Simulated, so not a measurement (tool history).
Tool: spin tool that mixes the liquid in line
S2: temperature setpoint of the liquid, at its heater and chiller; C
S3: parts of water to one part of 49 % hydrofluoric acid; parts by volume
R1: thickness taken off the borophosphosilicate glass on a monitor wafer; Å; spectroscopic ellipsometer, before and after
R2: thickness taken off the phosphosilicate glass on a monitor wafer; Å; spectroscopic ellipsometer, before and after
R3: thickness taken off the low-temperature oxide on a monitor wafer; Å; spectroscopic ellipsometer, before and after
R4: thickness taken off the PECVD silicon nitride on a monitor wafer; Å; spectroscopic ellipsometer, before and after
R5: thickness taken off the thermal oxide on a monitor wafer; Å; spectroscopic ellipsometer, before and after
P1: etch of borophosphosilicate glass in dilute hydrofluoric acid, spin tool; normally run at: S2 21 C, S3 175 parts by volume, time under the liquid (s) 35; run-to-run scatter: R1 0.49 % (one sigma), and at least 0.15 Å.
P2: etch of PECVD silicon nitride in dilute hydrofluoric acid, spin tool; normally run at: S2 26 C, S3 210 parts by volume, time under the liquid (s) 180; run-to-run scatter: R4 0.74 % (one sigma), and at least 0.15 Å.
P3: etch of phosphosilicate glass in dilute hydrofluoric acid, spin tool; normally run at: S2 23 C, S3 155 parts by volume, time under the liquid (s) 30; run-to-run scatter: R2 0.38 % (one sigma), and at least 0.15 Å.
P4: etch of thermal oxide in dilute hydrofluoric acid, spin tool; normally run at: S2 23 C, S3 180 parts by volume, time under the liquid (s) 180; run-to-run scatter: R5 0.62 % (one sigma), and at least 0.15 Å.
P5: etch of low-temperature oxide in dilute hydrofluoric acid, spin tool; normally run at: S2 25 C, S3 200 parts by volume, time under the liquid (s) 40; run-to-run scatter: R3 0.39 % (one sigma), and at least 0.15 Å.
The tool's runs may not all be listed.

run 1 hour=9.5 | process_that_ran=P1 S2=21 S3=175 time_under_the_liquid_(s)=35 | R1=60.269
run 2 hour=14.1 | process_that_ran=P3 S2=30.5 S3=155 time_under_the_liquid_(s)=30 | R2=458.07
run 3 hour=23 | process_that_ran=P5 S2=17 S3=200 time_under_the_liquid_(s)=40 | R3=47.701
run 4 hour=31 | process_that_ran=P2 S2=26 S3=110 time_under_the_liquid_(s)=180 | R4=62.489
run 5 hour=39.6 | process_that_ran=P3 S2=23 S3=155 time_under_the_liquid_(s)=30 | R2=348.53
run 6 hour=49.6 | process_that_ran=P3 S2=23 S3=155 time_under_the_liquid_(s)=30 | R2=346.62
run 7 hour=60 | process_that_ran=P4 S2=31 S3=180 time_under_the_liquid_(s)=180 | R5=55.051
run 8 hour=65.1 | process_that_ran=P2 S2=18 S3=210 time_under_the_liquid_(s)=180 | R4=19.885
run 9 hour=75.5 | process_that_ran=P1 S2=28.5 S3=310 time_under_the_liquid_(s)=35 | R1=38.412
run 10 hour=82.4 | process_that_ran=P4 S2=23 S3=180 time_under_the_liquid_(s)=20 | R5=4.5387
run 11 hour=90.6 | process_that_ran=P4 S2=23 S3=30 time_under_the_liquid_(s)=180 | R5=301.35
run 12 hour=95.2 | process_that_ran=P5 S2=25 S3=200 time_under_the_liquid_(s)=40 | R3=64.331
run 13 hour=104.1 | process_that_ran=P5 S2=25 S3=200 time_under_the_liquid_(s)=15 | R3=24.515
run 14 hour=114.6 | process_that_ran=P1 S2=21 S3=175 time_under_the_liquid_(s)=35 | R1=60.662
run 15 hour=121.7 | process_that_ran=P3 S2=23 S3=155 time_under_the_liquid_(s)=50 | R2=577.97
run 16 hour=126.8 | process_that_ran=P1 S2=21 S3=315 time_under_the_liquid_(s)=15 | R1=12.586
run 17 hour=135.1 | process_that_ran=P1 S2=21 S3=175 time_under_the_liquid_(s)=35 | R1=60.43
run 18 hour=139.9 | process_that_ran=P1 S2=21 S3=310 time_under_the_liquid_(s)=35 | R1=29.815
run 19 hour=149.2 | process_that_ran=P5 S2=25 S3=200 time_under_the_liquid_(s)=40 | R3=64.174
run 20 hour=155.8 | process_that_ran=P3 S2=23 S3=235 time_under_the_liquid_(s)=30 | R2=210.6
run 21 hour=162.5 | process_that_ran=P1 S2=26.5 S3=175 time_under_the_liquid_(s)=35 | R1=74.515
run 22 hour=167.6 | process_that_ran=P1 S2=21 S3=175 time_under_the_liquid_(s)=35 | R1=59.957
run 23 hour=173.6 | process_that_ran=P1 S2=21 S3=175 time_under_the_liquid_(s)=20 | R1=34.244
run 24 hour=180.4 | process_that_ran=P2 S2=26 S3=210 time_under_the_liquid_(s)=180 | R4=33.204
run 25 hour=189.7 | process_that_ran=P2 S2=26 S3=210 time_under_the_liquid_(s)=15 | R4=2.904
run 26 hour=195.6 | process_that_ran=P1 S2=21 S3=30 time_under_the_liquid_(s)=35 | R1=418.53
run 27 hour=205.1 | process_that_ran=P4 S2=23 S3=180 time_under_the_liquid_(s)=180 | R5=41.662
run 28 hour=214 | process_that_ran=P1 S2=21 S3=175 time_under_the_liquid_(s)=50 | R1=85.368
run 29 hour=220 | process_that_ran=P5 S2=25 S3=305 time_under_the_liquid_(s)=40 | R3=38.001
run 30 hour=226.6 | process_that_ran=P1 S2=17 S3=175 time_under_the_liquid_(s)=35 | R1=50.699
run 31 hour=233.7 | process_that_ran=P1 S2=21 S3=175 time_under_the_liquid_(s)=35 | R1=60.114
run 32 hour=240.7 | process_that_ran=P1 S2=21 S3=175 time_under_the_liquid_(s)=35 | R1=57.988
run 33 hour=247.4 | process_that_ran=P1 S2=21 S3=175 time_under_the_liquid_(s)=35 | R1=56.115
run 34 hour=257.4 | process_that_ran=P1 S2=21 S3=175 time_under_the_liquid_(s)=35 | R1=55.386
run 35 hour=267.1 | process_that_ran=P1 S2=21 S3=175 time_under_the_liquid_(s)=35 | R1=55.082
run 36 hour=273.3 | process_that_ran=P1 S2=21 S3=175 time_under_the_liquid_(s)=35 | R1=54.556
run 37 hour=277.9 | process_that_ran=P1 S2=21 S3=175 time_under_the_liquid_(s)=35 | R1=54.362
run 38 hour=286.4 | process_that_ran=P1 S2=21 S3=175 time_under_the_liquid_(s)=35 | R1=55.123

What P1 gives has crept away from where it was. These 2 causes fit the log equally well, each at the size given:
A: hydrofluoric acid flow below the setpoint (%) = 7.72
B: liquid colder than its thermometer reads (K) = 2.43
The creep began at about hour 233.7.

4 check runs are offered, one wafer each, their results left as question marks. Which one tells the causes apart?
run check 1 hour=294.9 | process_that_ran=P5 S2=17.5 S3=295 time_under_the_liquid_(s)=40 | R3=?
run check 2 hour=294.9 | process_that_ran=P4 S2=31 S3=180 time_under_the_liquid_(s)=180 | R5=?
run check 3 hour=294.9 | process_that_ran=P3 S2=27 S3=155 time_under_the_liquid_(s)=30 | R2=?
run check 4 hour=294.9 | process_that_ran=P2 S2=26 S3=110 time_under_the_liquid_(s)=180 | R4=?

What each check would give under each cause:
check=check_1 result=R3 if_A=27.347 if_B=27.567
check=check_2 result=R5 if_A=50.229 if_B=50.939
check=check_3 result=R2 if_A=367.73 if_B=369.61
check=check_4 result=R4 if_A=58.784 if_B=54.346
How far apart the two closest causes lie, in the result that separates them most: check 1 0.8 %; check 2 1.4 %; check 3 0.51 %; check 4 7.85 %
Only check 4 tells the causes apart: in the others they would give nearly the same result.

Then check 4 was run and gave: R4 54.674 Å. Which cause is it?

It is B: liquid colder than its thermometer reads (K).
